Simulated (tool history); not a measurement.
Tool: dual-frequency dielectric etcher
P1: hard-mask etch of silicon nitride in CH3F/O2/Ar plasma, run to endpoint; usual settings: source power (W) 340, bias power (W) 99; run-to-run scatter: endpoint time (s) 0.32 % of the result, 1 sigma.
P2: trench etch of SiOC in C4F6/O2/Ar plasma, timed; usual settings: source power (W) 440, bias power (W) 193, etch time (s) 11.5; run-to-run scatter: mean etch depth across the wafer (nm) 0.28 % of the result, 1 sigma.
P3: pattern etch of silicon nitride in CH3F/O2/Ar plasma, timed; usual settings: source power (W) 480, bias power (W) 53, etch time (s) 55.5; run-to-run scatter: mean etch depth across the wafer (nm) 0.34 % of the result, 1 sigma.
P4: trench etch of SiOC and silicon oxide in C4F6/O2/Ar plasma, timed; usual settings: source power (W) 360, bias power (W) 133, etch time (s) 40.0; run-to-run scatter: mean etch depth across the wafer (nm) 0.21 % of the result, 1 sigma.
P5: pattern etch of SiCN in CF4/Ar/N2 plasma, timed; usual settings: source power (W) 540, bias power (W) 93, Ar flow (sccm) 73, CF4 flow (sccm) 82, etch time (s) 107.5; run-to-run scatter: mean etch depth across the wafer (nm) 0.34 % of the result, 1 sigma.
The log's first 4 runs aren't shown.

| run | day | process that ran | source power (W) | bias power (W) | etch time (s) | Ar flow (sccm) | CF4 flow (sccm) | hours since the last wet clean | hours since the last source power generator calibration | hours since the last bias power generator calibration | endpoint time (s) | mean etch depth across the wafer (nm) |
|---|---|---|---|---|---|---|---|---|---|---|---|---|
| 5 | 2.667 | P2 | 570 | 193 | 11.5 |  |  | 393.3 | 487.7 | 855.7 |  | 27.247 |
| 6 | 2.938 | P5 | 540 | 93 | 107.5 | 47 | 82 | 399.8 | 494.2 | 862.2 |  | 133.840 |
| 7 | 3.504 | P4 | 360 | 133 | 40.0 |  |  | 413.4 | 507.8 | 875.8 |  | 68.890 |
| 8 | 3.950 | P1 | 340 | 99 |  |  |  | 424.1 | 518.5 | 886.5 | 40.538 |  |
| 9 | 4.529 | P1 | 340 | 99 |  |  |  | 438.0 | 532.4 | 900.4 | 40.652 |  |
| 10 | 5.117 | P2 | 440 | 193 | 11.5 |  |  | 452.1 | 546.5 | 914.5 |  | 24.586 |
| 11 | 5.404 | P3 | 290 | 53 | 55.5 |  |  | 459.0 | 553.4 | 921.4 |  | 31.333 |
| 12 | 5.917 | P1 | 240 | 99 |  |  |  | 471.3 | 565.7 | 933.7 | 46.062 |  |
| 13 | 6.412 | P3 | 480 | 53 | 55.5 |  |  | 483.2 | 577.6 | 945.6 |  | 38.199 |
| 14 | 6.754 | P5 | 540 | 93 | 107.5 | 73 | 55 | 491.4 | 585.8 | 953.8 |  | 121.400 |
| 15 | 7.288 | P2 | 440 | 193 | 11.5 |  |  | 504.2 | 598.6 | 966.6 |  | 24.504 |
|  | 7.371 | bias power generator calibrated |
| 16 | 7.762 | P4 | 360 | 133 | 40.0 |  |  | 515.6 | 610.0 | 9.4 |  | 69.254 |
| 17 | 8.233 | P1 | 340 | 99 |  |  |  | 526.9 | 621.3 | 20.7 | 40.590 |  |
| 18 | 8.504 | P2 | 440 | 242 | 11.5 |  |  | 533.4 | 627.8 | 27.2 |  | 26.505 |
| 19 | 8.875 | P1 | 390 | 133 |  |  |  | 542.3 | 636.7 | 36.1 | 34.521 |  |
| 20 | 9.338 | P4 | 360 | 133 | 55.5 |  |  | 553.4 | 647.8 | 47.2 |  | 95.250 |
| 21 | 9.867 | P5 | 540 | 93 | 107.5 | 73 | 82 | 566.1 | 660.5 | 59.9 |  | 128.130 |
| 22 | 10.138 | P4 | 460 | 133 | 40.0 |  |  | 572.6 | 667.0 | 66.4 |  | 75.974 |
| 23 | 10.517 | P5 | 740 | 93 | 107.5 | 73 | 82 | 581.7 | 676.1 | 75.5 |  | 168.800 |
| 24 | 10.829 | P3 | 480 | 32 | 55.5 |  |  | 589.2 | 683.6 | 83.0 |  | 32.806 |
| 25 | 11.404 | P1 | 340 | 99 |  |  |  | 603.0 | 697.4 | 96.8 | 40.496 |  |
| 26 | 11.783 | P3 | 480 | 53 | 55.5 |  |  | 612.1 | 706.5 | 105.9 |  | 38.409 |
| 27 | 12.050 | P3 | 480 | 53 | 77.5 |  |  | 618.5 | 712.9 | 112.3 |  | 53.660 |
| 28 | 12.354 | P5 | 540 | 127 | 107.5 | 73 | 82 | 625.8 | 720.2 | 119.6 |  | 143.010 |

Run 29 comes next. What will it give?
| 29 | 12.867 | P1 | 340 | 99 |  |  |  | 638.1 | 732.5 | 131.9 | ? |  |

Run 29 gave endpoint time (s) 40.676.
